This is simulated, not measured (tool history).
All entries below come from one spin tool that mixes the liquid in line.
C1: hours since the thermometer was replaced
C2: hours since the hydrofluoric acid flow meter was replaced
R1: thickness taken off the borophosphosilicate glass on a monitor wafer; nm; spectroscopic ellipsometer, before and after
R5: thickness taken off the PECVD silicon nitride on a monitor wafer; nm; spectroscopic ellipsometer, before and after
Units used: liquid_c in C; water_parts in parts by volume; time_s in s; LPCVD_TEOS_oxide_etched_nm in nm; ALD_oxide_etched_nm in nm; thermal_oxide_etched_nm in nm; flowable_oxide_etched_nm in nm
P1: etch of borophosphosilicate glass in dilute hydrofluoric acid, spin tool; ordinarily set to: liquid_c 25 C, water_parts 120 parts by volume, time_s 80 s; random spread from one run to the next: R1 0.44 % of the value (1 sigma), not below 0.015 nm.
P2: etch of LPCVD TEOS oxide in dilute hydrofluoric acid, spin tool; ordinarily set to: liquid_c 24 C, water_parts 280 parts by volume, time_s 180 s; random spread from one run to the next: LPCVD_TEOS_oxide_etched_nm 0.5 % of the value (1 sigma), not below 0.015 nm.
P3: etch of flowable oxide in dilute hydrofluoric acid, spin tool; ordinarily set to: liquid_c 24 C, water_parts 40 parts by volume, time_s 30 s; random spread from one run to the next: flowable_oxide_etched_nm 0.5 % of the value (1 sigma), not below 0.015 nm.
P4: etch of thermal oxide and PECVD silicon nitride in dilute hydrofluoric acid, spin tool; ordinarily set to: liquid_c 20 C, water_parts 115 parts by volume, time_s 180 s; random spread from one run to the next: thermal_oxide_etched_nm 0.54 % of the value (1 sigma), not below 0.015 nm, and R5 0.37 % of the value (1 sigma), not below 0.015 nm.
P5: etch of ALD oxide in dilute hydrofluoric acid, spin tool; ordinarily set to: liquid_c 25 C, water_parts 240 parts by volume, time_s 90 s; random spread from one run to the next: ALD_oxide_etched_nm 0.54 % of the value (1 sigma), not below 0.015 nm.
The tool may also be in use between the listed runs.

{"run": 1, "hour": 4.1, "process": "P1", "liquid_c": 25, "water_parts": 120, "time_s": 80, "C1": 1135.4, "C2": 583.1, "R1": 27.747}
{"run": 2, "hour": 11.6, "process": "P2", "liquid_c": 24, "water_parts": 280, "time_s": 180, "C1": 1142.9, "C2": 590.6, "LPCVD_TEOS_oxide_etched_nm": 11.033}
{"run": 3, "hour": 19.5, "process": "P2", "liquid_c": 18.5, "water_parts": 280, "time_s": 180, "C1": 1150.8, "C2": 598.5, "LPCVD_TEOS_oxide_etched_nm": 8.9957}
{"run": 4, "hour": 26.4, "process": "P1", "liquid_c": 29, "water_parts": 40, "time_s": 80, "C1": 1157.7, "C2": 605.4, "R1": 110.08}
{"run": 5, "hour": 33.6, "process": "P1", "liquid_c": 25, "water_parts": 120, "time_s": 80, "C1": 1164.9, "C2": 612.6, "R1": 28.201}
{"run": 6, "hour": 38.9, "process": "P1", "liquid_c": 25, "water_parts": 120, "time_s": 80, "C1": 1170.2, "C2": 617.9, "R1": 27.912}
{"run": 7, "hour": 44.2, "process": "P5", "liquid_c": 25, "water_parts": 240, "time_s": 90, "C1": 1175.5, "C2": 623.2, "ALD_oxide_etched_nm": 9.7239}
{"run": 8, "hour": 48.2, "process": "P4", "liquid_c": 20, "water_parts": 30, "time_s": 180, "C1": 1179.5, "C2": 627.2, "thermal_oxide_etched_nm": 24.791, "R5": 25.058}
{"run": 9, "hour": 56.0, "process": "P1", "liquid_c": 25, "water_parts": 120, "time_s": 80, "C1": 1187.3, "C2": 635, "R1": 27.915}
{"run": 10, "hour": 60.6, "process": "P3", "liquid_c": 24, "water_parts": 75, "time_s": 30, "C1": 1191.9, "C2": 639.6, "flowable_oxide_etched_nm": 12.88}
{"run": 11, "hour": 68.2, "process": "P1", "liquid_c": 25, "water_parts": 175, "time_s": 80, "C1": 1199.5, "C2": 647.2, "R1": 17.992}
{"run": 12, "hour": 73.9, "process": "P1", "liquid_c": 25, "water_parts": 65, "time_s": 80, "C1": 1205.2, "C2": 652.9, "R1": 55.36}
{"run": 13, "hour": 79.1, "process": "P1", "liquid_c": 25, "water_parts": 120, "time_s": 80, "C1": 1210.4, "C2": 658.1, "R1": 27.694}
{"run": 14, "hour": 83.4, "process": "P3", "liquid_c": 24, "water_parts": 40, "time_s": 15, "C1": 1214.7, "C2": 662.4, "flowable_oxide_etched_nm": 12.603}
{"run": 15, "hour": 88.4, "process": "P5", "liquid_c": 25, "water_parts": 50, "time_s": 90, "C1": 1219.7, "C2": 667.4, "ALD_oxide_etched_nm": 58.735}
{"run": 16, "hour": 93.8, "process": "P5", "liquid_c": 25, "water_parts": 240, "time_s": 160, "C1": 1225.1, "C2": 672.8, "ALD_oxide_etched_nm": 17.298}
{"run": 17, "hour": 99.5, "process": "P5", "liquid_c": 25, "water_parts": 240, "time_s": 90, "C1": 1230.8, "C2": 678.5, "ALD_oxide_etched_nm": 9.6877}
{"run": 18, "hour": 106.5, "process": "P1", "liquid_c": 17.5, "water_parts": 120, "time_s": 145, "C1": 1237.8, "C2": 685.5, "R1": 37.483}
{"run": 19, "hour": 111.9, "process": "P3", "liquid_c": 19, "water_parts": 40, "time_s": 30, "C1": 1243.2, "C2": 690.9, "flowable_oxide_etched_nm": 20.533}
{"run": 20, "hour": 117.7, "process": "P4", "liquid_c": 20, "water_parts": 115, "time_s": 180, "C1": 1249, "C2": 696.7, "thermal_oxide_etched_nm": 5.9146, "R5": 6.8636}
{"run": 21, "hour": 122.9, "process": "P5", "liquid_c": 17, "water_parts": 240, "time_s": 90, "C1": 1254.2, "C2": 701.9, "ALD_oxide_etched_nm": 7.1441}
{"run": 22, "hour": 130.9, "process": "P1", "liquid_c": 25, "water_parts": 120, "time_s": 15, "C1": 1262.2, "C2": 709.9, "R1": 5.2296}
{"run": 23, "hour": 135.5, "process": "P1", "liquid_c": 29.5, "water_parts": 120, "time_s": 80, "C1": 1266.8, "C2": 714.5, "R1": 33.173}
{"run": 24, "hour": 140.4, "process": "P1", "liquid_c": 30, "water_parts": 40, "time_s": 80, "C1": 1271.7, "C2": 719.4, "R1": 113.7}
{"run": 25, "hour": 144.3, "process": "P2", "liquid_c": 24, "water_parts": 280, "time_s": 355, "C1": 1275.6, "C2": 723.3, "LPCVD_TEOS_oxide_etched_nm": 21.699}
{"run": 26, "hour": 148.5, "process": "P4", "liquid_c": 20, "water_parts": 115, "time_s": 15, "C1": 1279.8, "C2": 727.5, "thermal_oxide_etched_nm": 0.50207, "R5": 0.58892}
{"run": 27, "hour": 153.3, "process": "P1", "liquid_c": 25, "water_parts": 120, "time_s": 125, "C1": 1284.6, "C2": 732.3, "R1": 43.437}
{"run": 28, "hour": 159.1, "process": "P2", "liquid_c": 24, "water_parts": 80, "time_s": 180, "C1": 1290.4, "C2": 738.1, "LPCVD_TEOS_oxide_etched_nm": 48.265}
{"run": 29, "hour": 165.6, "process": "P1", "liquid_c": 19, "water_parts": 120, "time_s": 80, "C1": 1296.9, "C2": 744.6, "R1": 22.107}
{"run": 30, "hour": 173.8, "process": "P4", "liquid_c": 17, "water_parts": 115, "time_s": 180, "C1": 1305.1, "C2": 752.8, "thermal_oxide_etched_nm": 5.2262, "R5": 5.5278}
{"run": 31, "hour": 181.8, "process": "P3", "liquid_c": 24, "water_parts": 40, "time_s": 30, "C1": 1313.1, "C2": 760.8, "flowable_oxide_etched_nm": 25.384}
{"run": 32, "hour": 189.3, "process": "P1", "liquid_c": 25, "water_parts": 120, "time_s": 80, "C1": 1320.6, "C2": 768.3, "R1": 28.075}

Run 33 is up next; what results do you expect?
{"run": 33, "hour": 194.5, "process": "P1", "liquid_c": 25, "water_parts": 120, "time_s": 80, "C1": 1325.8, "C2": 773.5, "R1": "?"}

R1: 28.045 nm

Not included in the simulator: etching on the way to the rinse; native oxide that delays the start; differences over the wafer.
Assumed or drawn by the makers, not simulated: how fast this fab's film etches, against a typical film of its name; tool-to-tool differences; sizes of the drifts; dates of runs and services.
